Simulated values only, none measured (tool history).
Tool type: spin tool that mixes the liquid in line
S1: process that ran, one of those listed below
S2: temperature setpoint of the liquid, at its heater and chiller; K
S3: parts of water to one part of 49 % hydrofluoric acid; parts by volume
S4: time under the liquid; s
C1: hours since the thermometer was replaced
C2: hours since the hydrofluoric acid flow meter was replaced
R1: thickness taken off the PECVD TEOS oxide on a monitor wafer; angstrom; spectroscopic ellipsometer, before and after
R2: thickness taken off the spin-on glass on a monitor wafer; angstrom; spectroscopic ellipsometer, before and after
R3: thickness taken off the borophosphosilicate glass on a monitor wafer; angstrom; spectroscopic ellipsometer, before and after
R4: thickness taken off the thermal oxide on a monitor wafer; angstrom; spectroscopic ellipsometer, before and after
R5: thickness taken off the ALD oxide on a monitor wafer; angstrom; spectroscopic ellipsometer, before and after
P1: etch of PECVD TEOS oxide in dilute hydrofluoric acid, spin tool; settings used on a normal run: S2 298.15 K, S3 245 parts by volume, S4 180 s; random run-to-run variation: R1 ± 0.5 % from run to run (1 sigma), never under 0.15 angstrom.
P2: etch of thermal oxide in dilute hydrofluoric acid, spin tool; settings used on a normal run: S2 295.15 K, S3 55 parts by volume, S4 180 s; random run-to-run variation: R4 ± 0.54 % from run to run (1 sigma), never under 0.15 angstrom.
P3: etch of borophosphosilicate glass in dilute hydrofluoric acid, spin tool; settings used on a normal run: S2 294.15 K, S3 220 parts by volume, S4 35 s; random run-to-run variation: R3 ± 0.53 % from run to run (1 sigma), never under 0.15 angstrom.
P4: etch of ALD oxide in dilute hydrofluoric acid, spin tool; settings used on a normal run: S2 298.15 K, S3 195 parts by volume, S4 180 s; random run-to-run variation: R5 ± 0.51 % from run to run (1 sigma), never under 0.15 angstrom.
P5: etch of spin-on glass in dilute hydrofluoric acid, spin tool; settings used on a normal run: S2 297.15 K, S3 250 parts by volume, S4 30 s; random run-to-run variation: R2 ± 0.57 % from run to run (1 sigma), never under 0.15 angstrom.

run,hour,S1,S2,S3,S4,C1,C2,R1,R2,R3,R4,R5
1,7.8,P1,298.15,245,180,617.8,409.6,147.07,,,,
2,23.2,P5,297.15,445,30,633.2,425,,29.361,,,
3,37.1,P5,302.65,250,30,647.1,438.9,,75.58,,,
4,46.4,P3,294.15,385,35,656.4,448.2,,,43.078,,
5,57.1,P1,298.15,245,180,667.1,458.9,146.35,,,,
6,69,P1,298.15,245,285,679,470.8,231.88,,,,
7,86.2,P1,298.15,150,180,696.2,488,266.17,,,,
8,103.2,P1,298.15,360,180,713.2,505,88.022,,,,
9,120.3,P1,298.15,245,180,730.3,522.1,147.4,,,,
10,130.2,P2,290.65,55,180,740.2,532,,,,123.37,
11,143.6,P2,295.15,55,180,753.6,545.4,,,,149.28,
12,157.3,P1,301.65,245,95,767.3,559.1,87.946,,,,
13,173.2,P3,294.15,220,15,783.2,575,,,37.761,,
14,186.9,P3,294.15,220,35,796.9,588.7,,,88.447,,
15,204.1,P1,298.15,245,180,814.1,605.9,146.44,,,,
16,212,P2,295.15,55,270,822,613.8,,,,224.23,
17,223.9,P1,298.15,245,180,833.9,625.7,146.07,,,,
18,236.5,P3,294.15,220,35,846.5,638.3,,,87.897,,
19,249.8,P4,298.15,290,180,859.8,651.6,,,,,102.78
20,263.1,P5,297.15,250,30,873.1,664.9,,62.664,,,
21,274.4,P1,298.15,245,180,884.4,676.2,147.42,,,,
22,290,P4,298.15,195,90,900,691.8,,,,,84.414
23,306.4,P1,298.15,245,180,916.4,708.2,147.15,,,,
24,316,P1,303.15,245,335,926,717.8,320.66,,,,
25,327.5,P5,297.15,250,15,937.5,729.3,,30.8,,,

Expected results for the next run?
26,336.6,P4,293.15,195,180,946.6,738.4,,,,,?

R5: 139.5 angstrom
